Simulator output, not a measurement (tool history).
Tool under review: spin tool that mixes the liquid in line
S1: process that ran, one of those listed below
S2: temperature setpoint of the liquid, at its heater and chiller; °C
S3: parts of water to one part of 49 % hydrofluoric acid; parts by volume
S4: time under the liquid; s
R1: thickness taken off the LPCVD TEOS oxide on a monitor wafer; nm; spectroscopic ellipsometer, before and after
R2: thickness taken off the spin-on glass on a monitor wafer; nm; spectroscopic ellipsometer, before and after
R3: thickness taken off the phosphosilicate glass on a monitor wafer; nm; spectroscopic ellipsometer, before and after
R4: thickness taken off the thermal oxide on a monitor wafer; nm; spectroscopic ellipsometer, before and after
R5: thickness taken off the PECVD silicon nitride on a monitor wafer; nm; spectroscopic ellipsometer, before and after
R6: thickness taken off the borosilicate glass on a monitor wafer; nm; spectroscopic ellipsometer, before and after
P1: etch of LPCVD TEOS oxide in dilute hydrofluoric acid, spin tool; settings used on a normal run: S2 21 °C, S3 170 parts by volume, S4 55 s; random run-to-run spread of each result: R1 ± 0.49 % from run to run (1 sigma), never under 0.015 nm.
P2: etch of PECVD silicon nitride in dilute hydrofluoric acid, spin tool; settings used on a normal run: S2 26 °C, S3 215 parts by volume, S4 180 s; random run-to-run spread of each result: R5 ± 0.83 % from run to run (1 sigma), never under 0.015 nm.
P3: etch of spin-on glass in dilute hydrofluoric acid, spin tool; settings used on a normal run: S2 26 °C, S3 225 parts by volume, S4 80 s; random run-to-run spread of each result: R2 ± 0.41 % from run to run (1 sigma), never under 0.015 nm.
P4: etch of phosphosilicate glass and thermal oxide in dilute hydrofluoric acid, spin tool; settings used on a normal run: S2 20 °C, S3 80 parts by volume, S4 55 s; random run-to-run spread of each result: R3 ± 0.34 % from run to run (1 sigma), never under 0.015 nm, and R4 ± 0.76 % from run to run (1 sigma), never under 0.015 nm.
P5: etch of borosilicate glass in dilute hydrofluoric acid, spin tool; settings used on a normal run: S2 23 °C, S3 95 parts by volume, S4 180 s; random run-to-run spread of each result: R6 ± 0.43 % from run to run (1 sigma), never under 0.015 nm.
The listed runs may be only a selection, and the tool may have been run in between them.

run 1 hour=11.7 | S1=P1 S2=21 S3=170 S4=55 | R1=4.6748
run 2 hour=22 | S1=P3 S2=20.5 S3=225 S4=80 | R2=5.7743
run 3 hour=30.5 | S1=P1 S2=21 S3=170 S4=15 | R1=1.2641
run 4 hour=41.1 | S1=P1 S2=21 S3=170 S4=55 | R1=4.6893
run 5 hour=48.4 | S1=P1 S2=27 S3=170 S4=55 | R1=5.8847
run 6 hour=54.3 | S1=P4 S2=27 S3=80 S4=55 | R3=77.476 R4=3.9324
run 7 hour=64.8 | S1=P1 S2=21 S3=170 S4=55 | R1=4.6806
run 8 hour=77.2 | S1=P4 S2=20 S3=80 S4=110 | R3=117.59 R4=5.9746
run 9 hour=87.7 | S1=P3 S2=26 S3=50 S4=80 | R2=39.419
run 10 hour=93.7 | S1=P1 S2=21 S3=170 S4=55 | R1=4.6673
run 11 hour=100.1 | S1=P1 S2=21 S3=310 S4=55 | R1=2.2875
run 12 hour=109 | S1=P3 S2=26 S3=225 S4=35 | R2=3.0995
run 13 hour=120.3 | S1=P4 S2=20 S3=80 S4=55 | R3=58.736 R4=2.9838
run 14 hour=126.7 | S1=P1 S2=17 S3=170 S4=55 | R1=3.9924
run 15 hour=133.2 | S1=P4 S2=20 S3=130 S4=55 | R3=34.264 R4=1.713
run 16 hour=145.4 | S1=P3 S2=26 S3=225 S4=80 | R2=7.1118
run 17 hour=154.5 | S1=P2 S2=33.5 S3=215 S4=180 | R5=4.6719
run 18 hour=163.5 | S1=P3 S2=26 S3=225 S4=80 | R2=7.0811
run 19 hour=170.1 | S1=P2 S2=26 S3=215 S4=180 | R5=2.9721
run 20 hour=182.7 | S1=P1 S2=21 S3=170 S4=55 | R1=4.6778
run 21 hour=194.9 | S1=P5 S2=23 S3=95 S4=180 | R6=34.871
run 22 hour=201.7 | S1=P5 S2=23 S3=95 S4=15 | R6=2.9765
run 23 hour=207.9 | S1=P5 S2=17.5 S3=95 S4=180 | R6=28.129
run 24 hour=219.1 | S1=P1 S2=21 S3=80 S4=110 | R1=22.046
run 25 hour=230.1 | S1=P2 S2=26 S3=215 S4=305 | R5=5.1145
run 26 hour=241.6 | S1=P4 S2=20 S3=80 S4=55 | R3=58.831 R4=2.9596
run 27 hour=251.2 | S1=P1 S2=21 S3=105 S4=55 | R1=8.1491
run 28 hour=261.6 | S1=P5 S2=23 S3=175 S4=180 | R6=17.313
run 29 hour=270.5 | S1=P1 S2=21 S3=170 S4=110 | R1=9.4347
run 30 hour=280.9 | S1=P2 S2=26 S3=135 S4=180 | R5=4.7776
run 31 hour=286.8 | S1=P1 S2=17 S3=45 S4=55 | R1=17.333
run 32 hour=293.9 | S1=P1 S2=21 S3=170 S4=55 | R1=4.6993
run 33 hour=301 | S1=P1 S2=21 S3=170 S4=55 | R1=4.7187
run 34 hour=313.1 | S1=P1 S2=21 S3=170 S4=55 | R1=4.4486
run 35 hour=323.4 | S1=P1 S2=21 S3=170 S4=55 | R1=4.3426
run 36 hour=334.3 | S1=P1 S2=21 S3=170 S4=55 | R1=4.2987
run 37 hour=346.6 | S1=P1 S2=21 S3=170 S4=55 | R1=4.3047
run 38 hour=354.1 | S1=P1 S2=21 S3=170 S4=55 | R1=4.3563
run 39 hour=362.1 | S1=P1 S2=21 S3=170 S4=55 | R1=4.3223

What P1 gives has crept off from where it sat before. The 2 causes that follow fit the log equally well, each at the size noted:
A: hydrofluoric acid flow below the setpoint (%) = 7.12
B: liquid colder than its thermometer reads (K) = 2.22
At approximately hour 301, the process output began to creep.

The list below offers 4 check runs, each averaging the results of 2 wafers, and shows each result as a question mark. For which of them would the listed causes give clearly different results?
run check 1 hour=370.1 | S1=P4 S2=20 S3=130 S4=105 | R3=? R4=?
run check 2 hour=370.1 | S1=P5 S2=23 S3=155 S4=20 | R6=?
run check 3 hour=370.1 | S1=P2 S2=31.5 S3=215 S4=265 | R5=?
run check 4 hour=370.1 | S1=P3 S2=26 S3=75 S4=80 | R2=?

What every check run would give for each of its results, assuming each possible cause in turn:
check=check_1 result=R3 if_A=59.996 if_B=59.641
check=check_1 result=R4 if_A=3.0297 if_B=3.0118
check=check_2 result=R6 if_A=2.0462 if_B=2.0473
check=check_3 result=R5 if_A=5.7088 if_B=5.4017
check=check_4 result=R2 if_A=23.472 if_B=23.299
Separation of the two closest causes in each check, using whichever result separates them best: check 1 0.59 %; check 2 0.05 %; check 3 5.53 %; check 4 0.74 %
Only in check 3 would the causes give clearly different results; in the remaining checks their results would be nearly the same.

After running check 3, the following was obtained: R5 5.4488 nm. Which cause does this point to?

It was cause B: liquid colder than its thermometer reads (K).

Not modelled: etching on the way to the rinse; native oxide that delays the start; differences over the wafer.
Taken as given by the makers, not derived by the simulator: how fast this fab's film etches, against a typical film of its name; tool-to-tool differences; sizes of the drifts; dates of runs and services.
